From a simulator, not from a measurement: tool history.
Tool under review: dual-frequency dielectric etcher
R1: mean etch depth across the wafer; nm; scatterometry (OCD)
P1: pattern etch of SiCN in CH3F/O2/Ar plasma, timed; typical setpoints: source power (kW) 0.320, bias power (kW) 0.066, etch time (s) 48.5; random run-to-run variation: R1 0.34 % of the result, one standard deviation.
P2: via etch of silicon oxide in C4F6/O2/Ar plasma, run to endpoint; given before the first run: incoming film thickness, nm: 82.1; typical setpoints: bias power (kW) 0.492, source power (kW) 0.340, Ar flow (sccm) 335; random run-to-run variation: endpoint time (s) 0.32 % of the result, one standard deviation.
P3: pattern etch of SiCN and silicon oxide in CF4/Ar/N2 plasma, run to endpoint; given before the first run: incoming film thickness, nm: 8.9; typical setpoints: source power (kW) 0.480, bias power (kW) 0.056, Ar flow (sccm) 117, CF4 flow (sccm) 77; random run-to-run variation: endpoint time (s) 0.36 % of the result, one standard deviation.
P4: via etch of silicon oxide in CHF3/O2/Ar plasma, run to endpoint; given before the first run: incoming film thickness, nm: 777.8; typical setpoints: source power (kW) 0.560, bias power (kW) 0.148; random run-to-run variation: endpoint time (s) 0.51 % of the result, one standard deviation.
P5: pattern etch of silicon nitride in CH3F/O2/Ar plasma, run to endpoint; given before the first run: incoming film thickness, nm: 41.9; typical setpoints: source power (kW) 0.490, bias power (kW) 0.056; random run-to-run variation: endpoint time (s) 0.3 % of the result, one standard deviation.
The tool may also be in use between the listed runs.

run 1 day=0.396 | process_that_ran=P1 source_power_(kW)=0.320 bias_power_(kW)=0.066 etch_time_(s)=48.5 | R1=16.422
run 2 day=1.058 | process_that_ran=P1 source_power_(kW)=0.320 bias_power_(kW)=0.042 etch_time_(s)=48.5 | R1=14.101
run 3 day=1.458 | process_that_ran=P1 source_power_(kW)=0.440 bias_power_(kW)=0.066 etch_time_(s)=48.5 | R1=18.606
run 4 day=2.246 | process_that_ran=P2 source_power_(kW)=0.420 bias_power_(kW)=0.492 Ar_flow_(sccm)=335 | endpoint_time_(s)=18.201
run 5 day=2.962 | process_that_ran=P5 source_power_(kW)=0.490 bias_power_(kW)=0.056 | endpoint_time_(s)=60.666
run 6 day=3.592 | process_that_ran=P3 source_power_(kW)=0.480 bias_power_(kW)=0.067 Ar_flow_(sccm)=117 CF4_flow_(sccm)=77 | endpoint_time_(s)=10.086
run 7 day=4.312 | process_that_ran=P5 source_power_(kW)=0.490 bias_power_(kW)=0.045 | endpoint_time_(s)=64.248
run 8 day=4.679 | process_that_ran=P1 source_power_(kW)=0.320 bias_power_(kW)=0.066 etch_time_(s)=48.5 | R1=16.418
run 9 day=5.346 | process_that_ran=P2 source_power_(kW)=0.340 bias_power_(kW)=0.492 Ar_flow_(sccm)=335 | endpoint_time_(s)=19.524
run 10 day=6.008 | process_that_ran=P1 source_power_(kW)=0.320 bias_power_(kW)=0.066 etch_time_(s)=48.5 | R1=16.424
run 11 day=6.712 | process_that_ran=P5 source_power_(kW)=0.490 bias_power_(kW)=0.056 | endpoint_time_(s)=60.459
run 12 day=7.075 | process_that_ran=P1 source_power_(kW)=0.240 bias_power_(kW)=0.066 etch_time_(s)=48.5 | R1=14.748
run 13 day=7.733 | process_that_ran=P3 source_power_(kW)=0.480 bias_power_(kW)=0.056 Ar_flow_(sccm)=117 CF4_flow_(sccm)=77 | endpoint_time_(s)=10.734
-- day=7.829 bias power generator calibrated
run 14 day=8.129 | process_that_ran=P1 source_power_(kW)=0.210 bias_power_(kW)=0.066 etch_time_(s)=35.0 | R1=10.162
run 15 day=8.629 | process_that_ran=P2 source_power_(kW)=0.340 bias_power_(kW)=0.492 Ar_flow_(sccm)=197 | endpoint_time_(s)=18.486
run 16 day=9.433 | process_that_ran=P1 source_power_(kW)=0.320 bias_power_(kW)=0.092 etch_time_(s)=48.5 | R1=18.438
run 17 day=10.100 | process_that_ran=P2 source_power_(kW)=0.340 bias_power_(kW)=0.305 Ar_flow_(sccm)=335 | endpoint_time_(s)=23.382
run 18 day=10.658 | process_that_ran=P3 source_power_(kW)=0.480 bias_power_(kW)=0.056 Ar_flow_(sccm)=77 CF4_flow_(sccm)=77 | endpoint_time_(s)=10.065
run 19 day=11.308 | process_that_ran=P2 source_power_(kW)=0.340 bias_power_(kW)=0.492 Ar_flow_(sccm)=335 | endpoint_time_(s)=19.627
-- day=11.362 wet clean of the chamber
run 20 day=12.112 | process_that_ran=P1 source_power_(kW)=0.320 bias_power_(kW)=0.066 etch_time_(s)=66.0 | R1=22.291
run 21 day=12.496 | process_that_ran=P4 source_power_(kW)=0.680 bias_power_(kW)=0.148 | endpoint_time_(s)=399.470
run 22 day=13.038 | process_that_ran=P5 source_power_(kW)=0.590 bias_power_(kW)=0.056 | endpoint_time_(s)=56.303
run 23 day=13.779 | process_that_ran=P4 source_power_(kW)=0.560 bias_power_(kW)=0.148 | endpoint_time_(s)=437.020
run 24 day=14.208 | process_that_ran=P1 source_power_(kW)=0.320 bias_power_(kW)=0.066 etch_time_(s)=48.5 | R1=16.480
run 25 day=14.662 | process_that_ran=P4 source_power_(kW)=0.560 bias_power_(kW)=0.192 | endpoint_time_(s)=398.710
run 26 day=15.421 | process_that_ran=P1 source_power_(kW)=0.320 bias_power_(kW)=0.066 etch_time_(s)=32.5 | R1=10.975
run 27 day=16.192 | process_that_ran=P3 source_power_(kW)=0.300 bias_power_(kW)=0.056 Ar_flow_(sccm)=117 CF4_flow_(sccm)=77 | endpoint_time_(s)=16.123
run 28 day=16.592 | process_that_ran=P3 source_power_(kW)=0.480 bias_power_(kW)=0.056 Ar_flow_(sccm)=117 CF4_flow_(sccm)=61 | endpoint_time_(s)=11.138
run 29 day=17.192 | process_that_ran=P1 source_power_(kW)=0.320 bias_power_(kW)=0.066 etch_time_(s)=48.5 | R1=16.443
run 30 day=17.796 | process_that_ran=P1 source_power_(kW)=0.320 bias_power_(kW)=0.066 etch_time_(s)=48.5 | R1=16.533
run 31 day=18.525 | process_that_ran=P1 source_power_(kW)=0.320 bias_power_(kW)=0.066 etch_time_(s)=48.5 | R1=16.476
run 32 day=18.900 | process_that_ran=P1 source_power_(kW)=0.320 bias_power_(kW)=0.066 etch_time_(s)=48.5 | R1=16.298
run 33 day=19.450 | process_that_ran=P1 source_power_(kW)=0.320 bias_power_(kW)=0.066 etch_time_(s)=48.5 | R1=16.322
run 34 day=19.958 | process_that_ran=P1 source_power_(kW)=0.320 bias_power_(kW)=0.066 etch_time_(s)=48.5 | R1=16.132
run 35 day=20.571 | process_that_ran=P1 source_power_(kW)=0.320 bias_power_(kW)=0.066 etch_time_(s)=48.5 | R1=16.244

The next listed run, before its measurement:
run 36 day=21.104 | process_that_ran=P1 source_power_(kW)=0.320 bias_power_(kW)=0.066 etch_time_(s)=48.5 | R1=?

{"run 36": {"R1": 16.23}}
